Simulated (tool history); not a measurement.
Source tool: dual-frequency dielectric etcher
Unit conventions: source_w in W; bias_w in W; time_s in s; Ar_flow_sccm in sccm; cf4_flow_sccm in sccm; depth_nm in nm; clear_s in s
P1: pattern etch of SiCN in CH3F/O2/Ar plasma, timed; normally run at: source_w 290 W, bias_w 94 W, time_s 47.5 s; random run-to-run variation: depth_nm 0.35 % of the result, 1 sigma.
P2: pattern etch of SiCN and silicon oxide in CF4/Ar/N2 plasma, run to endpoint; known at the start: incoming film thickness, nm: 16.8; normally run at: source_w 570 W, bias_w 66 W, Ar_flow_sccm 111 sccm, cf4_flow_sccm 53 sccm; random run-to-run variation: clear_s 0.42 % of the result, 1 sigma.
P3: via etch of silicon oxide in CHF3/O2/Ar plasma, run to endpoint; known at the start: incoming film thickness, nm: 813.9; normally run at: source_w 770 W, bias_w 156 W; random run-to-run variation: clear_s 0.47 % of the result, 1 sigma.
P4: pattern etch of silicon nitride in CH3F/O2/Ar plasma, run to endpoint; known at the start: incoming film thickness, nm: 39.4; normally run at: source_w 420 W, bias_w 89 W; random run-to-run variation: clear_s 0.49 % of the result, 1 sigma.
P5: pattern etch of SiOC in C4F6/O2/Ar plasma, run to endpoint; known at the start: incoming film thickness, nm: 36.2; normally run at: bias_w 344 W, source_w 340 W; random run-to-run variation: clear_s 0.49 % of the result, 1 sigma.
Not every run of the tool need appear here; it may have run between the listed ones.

| run | hour | process | source_w | bias_w | time_s | Ar_flow_sccm | cf4_flow_sccm | hours since the last wet clean | hours since the last source power generator calibration | hours since the last bias power generator calibration | depth_nm | clear_s |
|---|---|---|---|---|---|---|---|---|---|---|---|---|
| 1 | 12.2 | P1 | 290 | 94 | 47.5 |  |  | 360.3 | 3218.1 | 764.6 | 16.605 |  |
| 2 | 26.1 | P3 | 770 | 156 |  |  |  | 374.2 | 3232 | 778.5 |  | 390.25 |
| 3 | 37.2 | P2 | 570 | 49 |  | 111 | 53 | 385.3 | 3243.1 | 789.6 |  | 19.337 |
| 4 | 46 | P3 | 770 | 114 |  |  |  | 394.1 | 3251.9 | 798.4 |  | 428.62 |
| 5 | 58.6 | P5 | 280 | 344 |  |  |  | 406.7 | 3264.5 | 811 |  | 15.799 |
| 6 | 69.4 | P1 | 290 | 59 | 47.5 |  |  | 417.5 | 3275.3 | 821.8 | 14.005 |  |
| 7 | 84.2 | P5 | 340 | 202 |  |  |  | 432.3 | 3290.1 | 836.6 |  | 17.613 |
| 8 | 100.2 | P1 | 290 | 94 | 47.5 |  |  | 448.3 | 3306.1 | 852.6 | 16.574 |  |
| 9 | 111 | P2 | 570 | 66 |  | 83 | 53 | 459.1 | 3316.9 | 863.4 |  | 16.579 |
| 10 | 119.2 | P1 | 350 | 94 | 28 |  |  | 467.3 | 3325.1 | 871.6 | 10.495 |  |
| 11 | 129.2 | P4 | 420 | 89 |  |  |  | 477.3 | 3335.1 | 881.6 |  | 52.193 |
| 12 | 144.2 | P1 | 290 | 94 | 47.5 |  |  | 492.3 | 3350.1 | 896.6 | 16.613 |  |
| 13 | 160 | P1 | 400 | 94 | 47.5 |  |  | 508.1 | 3365.9 | 912.4 | 18.662 |  |
| 14 | 168.2 | P1 | 290 | 94 | 29 |  |  | 516.3 | 3374.1 | 920.6 | 10.107 |  |
| 15 | 182.1 | P1 | 290 | 94 | 47.5 |  |  | 530.2 | 3388 | 934.5 | 16.551 |  |
| 16 | 189.1 | P5 | 340 | 344 |  |  |  | 537.2 | 3395 | 941.5 |  | 14.653 |
| 17 | 199.2 | P4 | 420 | 117 |  |  |  | 547.3 | 3405.1 | 951.6 |  | 47.819 |
| 18 | 213.6 | P1 | 230 | 111 | 47.5 |  |  | 561.7 | 3419.5 | 966 | 16.275 |  |
| 19 | 220.7 | P1 | 290 | 113 | 47.5 |  |  | 568.8 | 3426.6 | 973.1 | 17.796 |  |
| 20 | 230.9 | P2 | 570 | 66 |  | 111 | 65 | 579 | 3436.8 | 983.3 |  | 16.857 |
| 21 | 239.1 | P2 | 570 | 66 |  | 111 | 53 | 587.2 | 3445 | 991.5 |  | 17.355 |
| 22 | 254.4 | P3 | 620 | 156 |  |  |  | 602.5 | 3460.3 | 1006.8 |  | 423.24 |
| 23 | 269.8 | P1 | 290 | 94 | 62 |  |  | 617.9 | 3475.7 | 1022.2 | 21.645 |  |
| 24 | 278.4 | P1 | 290 | 94 | 47.5 |  |  | 626.5 | 3484.3 | 1030.8 | 16.543 |  |
| 25 | 291.3 | P3 | 770 | 156 |  |  |  | 639.4 | 3497.2 | 1043.7 |  | 390.68 |
| 26 | 301.5 | P1 | 380 | 94 | 63 |  |  | 649.6 | 3507.4 | 1053.9 | 24.371 |  |
| 27 | 317 | P2 | 730 | 66 |  | 111 | 53 | 665.1 | 3522.9 | 1069.4 |  | 14.059 |
| 28 | 327.2 | P4 | 320 | 89 |  |  |  | 675.3 | 3533.1 | 1079.6 |  | 58.273 |
| 29 | 334.9 | P4 | 420 | 89 |  |  |  | 683 | 3540.8 | 1087.3 |  | 52.584 |
| 30 | 347.1 | P2 | 570 | 66 |  | 111 | 53 | 695.2 | 3553 | 1099.5 |  | 17.419 |
| 31 | 360.7 | P1 | 220 | 94 | 47.5 |  |  | 708.8 | 3566.6 | 1113.1 | 14.97 |  |
| 32 | 372.1 | P1 | 290 | 94 | 47.5 |  |  | 720.2 | 3578 | 1124.5 | 16.618 |  |
| 33 | 382.3 | P1 | 290 | 94 | 47.5 |  |  | 730.4 | 3588.2 | 1134.7 | 16.471 |  |
| 34 | 398.2 | P1 | 290 | 94 | 47.5 |  |  | 746.3 | 3604.1 | 1150.6 | 16.45 |  |
| 35 | 409.8 | P1 | 290 | 94 | 47.5 |  |  | 757.9 | 3615.7 | 1162.2 | 16.314 |  |
| 36 | 417.8 | P1 | 290 | 94 | 47.5 |  |  | 765.9 | 3623.7 | 1170.2 | 16.306 |  |
| 37 | 425.9 | P1 | 290 | 94 | 47.5 |  |  | 774 | 3631.8 | 1178.3 | 16.33 |  |
|  | 429.5 | wet clean of the chamber |
| 38 | 441.8 | P1 | 290 | 94 | 47.5 |  |  | 12.4 | 3647.7 | 1194.2 | 16.312 |  |
| 39 | 454.2 | P1 | 290 | 94 | 47.5 |  |  | 24.8 | 3660.1 | 1206.6 | 16.306 |  |
| 40 | 463.9 | P1 | 290 | 94 | 47.5 |  |  | 34.5 | 3669.8 | 1216.3 | 16.414 |  |
| 41 | 472.2 | P1 | 290 | 94 | 47.5 |  |  | 42.8 | 3678.1 | 1224.6 | 16.348 |  |

The output of P1 has drifted from where it used to be. Each of the 2 causes below, taken at the size shown beside it, accounts for the log equally well:
A: source power that arrives under what is set, % = 4.63
B: bias power that arrives under what is set, % = 4.5
At approximately hour 372.1, the process output began to creep.
Each remaining cause and why it is not a fit:
chamber walls in a state that lowers the etch rate, %: work on it at hour 429.5, done after the drift set in, did not restore what the process gave before

Below are 4 check runs, each averaged over 2 wafers, with their results shown as question marks. Which of them would give clearly different results depending on which cause is behind the drift?
| check 1 | 480.5 | P3 | 770 | 156 |  |  |  |  |  |  |  | ? |
| check 2 | 480.5 | P4 | 420 | 89 |  |  |  |  |  |  |  | ? |
| check 3 | 480.5 | P5 | 340 | 344 |  |  |  |  |  |  |  | ? |
| check 4 | 480.5 | P2 | 570 | 66 |  | 111 | 53 |  |  |  |  | ? |

If the cause were each of the candidates in turn, the checks would give the following:
| check | result | if A | if B |
|---|---|---|---|
| check 1 | clear_s | 396.85 | 395.38 |
| check 2 | clear_s | 53.454 | 53.38 |
| check 3 | clear_s | 14.973 | 14.952 |
| check 4 | clear_s | 18.107 | 17.645 |
Minimum pairwise separation of causes per check, each pair taken at its best-separating result: check 1 0.37 %; check 2 0.14 %; check 3 0.14 %; check 4 2.58 %
Only check 4 tells the causes apart: in the others they would give nearly the same result.

Here is what check 4 returned: clear_s 18.094 s. Which cause is it?

Of the candidate causes, it is A: source power that arrives under what is set, %.
